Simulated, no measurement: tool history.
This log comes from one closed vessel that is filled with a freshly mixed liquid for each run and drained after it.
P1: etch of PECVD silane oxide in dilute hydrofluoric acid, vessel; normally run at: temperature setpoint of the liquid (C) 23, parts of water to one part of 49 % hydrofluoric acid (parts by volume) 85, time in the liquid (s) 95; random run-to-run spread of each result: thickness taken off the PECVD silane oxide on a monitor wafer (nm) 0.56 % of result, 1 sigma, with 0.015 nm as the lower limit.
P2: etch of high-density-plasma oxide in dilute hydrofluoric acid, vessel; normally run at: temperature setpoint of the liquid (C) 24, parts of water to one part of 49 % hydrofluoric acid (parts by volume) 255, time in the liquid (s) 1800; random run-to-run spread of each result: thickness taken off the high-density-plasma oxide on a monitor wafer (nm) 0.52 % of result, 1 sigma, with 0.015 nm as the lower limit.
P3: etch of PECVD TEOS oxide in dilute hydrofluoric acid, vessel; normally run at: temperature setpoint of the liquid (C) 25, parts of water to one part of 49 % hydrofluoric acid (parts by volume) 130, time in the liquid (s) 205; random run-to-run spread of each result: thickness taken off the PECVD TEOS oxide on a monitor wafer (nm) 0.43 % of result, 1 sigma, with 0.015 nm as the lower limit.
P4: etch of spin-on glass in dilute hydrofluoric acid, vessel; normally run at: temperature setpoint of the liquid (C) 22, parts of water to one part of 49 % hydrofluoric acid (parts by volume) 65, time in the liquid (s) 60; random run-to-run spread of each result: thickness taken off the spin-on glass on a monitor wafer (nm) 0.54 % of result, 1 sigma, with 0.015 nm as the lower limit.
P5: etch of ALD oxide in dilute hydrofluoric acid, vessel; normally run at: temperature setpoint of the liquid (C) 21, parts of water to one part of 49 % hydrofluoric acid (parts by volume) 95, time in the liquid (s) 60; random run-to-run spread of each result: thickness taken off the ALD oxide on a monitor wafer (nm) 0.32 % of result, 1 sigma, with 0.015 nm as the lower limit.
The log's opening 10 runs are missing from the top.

run	day	process that ran	temperature setpoint of the liquid (C)	parts of water to one part of 49 % hydrofluoric acid (parts by volume)	time in the liquid (s)	thickness taken off the PECVD silane oxide on a monitor wafer (nm)	thickness taken off the PECVD TEOS oxide on a monitor wafer (nm)	thickness taken off the spin-on glass on a monitor wafer (nm)	thickness taken off the ALD oxide on a monitor wafer (nm)	thickness taken off the high-density-plasma oxide on a monitor wafer (nm)
11	2.654	P5	21	175	60				4.8191	
12	2.817	P3	25	220	205		9.1172			
13	3.142	P4	22	65	30			30.088		
14	3.304	P2	24	255	1800					33.535
15	3.646	P2	24	255	3550					65.688
16	3.921	P1	28.5	85	95	30.79				
17	4.283	P5	21	95	60				9.615	
18	4.629	P1	23	85	95	24.866				
19	4.888	P5	21	95	30				4.8005	
20	5.075	P2	24	470	1800					14.701
21	5.392	P4	22	25	60			163.3		
22	5.754	P1	17	85	95	19.213				
23	5.925	P2	29	255	1800					39.672
24	6.288	P1	30.5	45	95	67.146				
25	6.471	P2	24	255	1800					33.599
26	6.683	P4	17	65	60			48.419		
27	6.975	P1	23	85	95	25.185				
28	7.254	P1	23	50	95	43.68				
29	7.554	P3	17	130	205		12.445			
30	7.746	P1	23	85	95	24.912				
31	8.058	P1	23	85	95	25.279				
32	8.346	P1	23	85	95	25.712				
33	8.65	P1	23	85	95	26.11				
34	9.012	P1	23	85	95	26.231				

Estimate the outcome of run 35 from the log above:
35	9.262	P1	23	85	95	?				

{"run 35": {"thickness taken off the PECVD silane oxide on a monitor wafer (nm)": 26.364}}
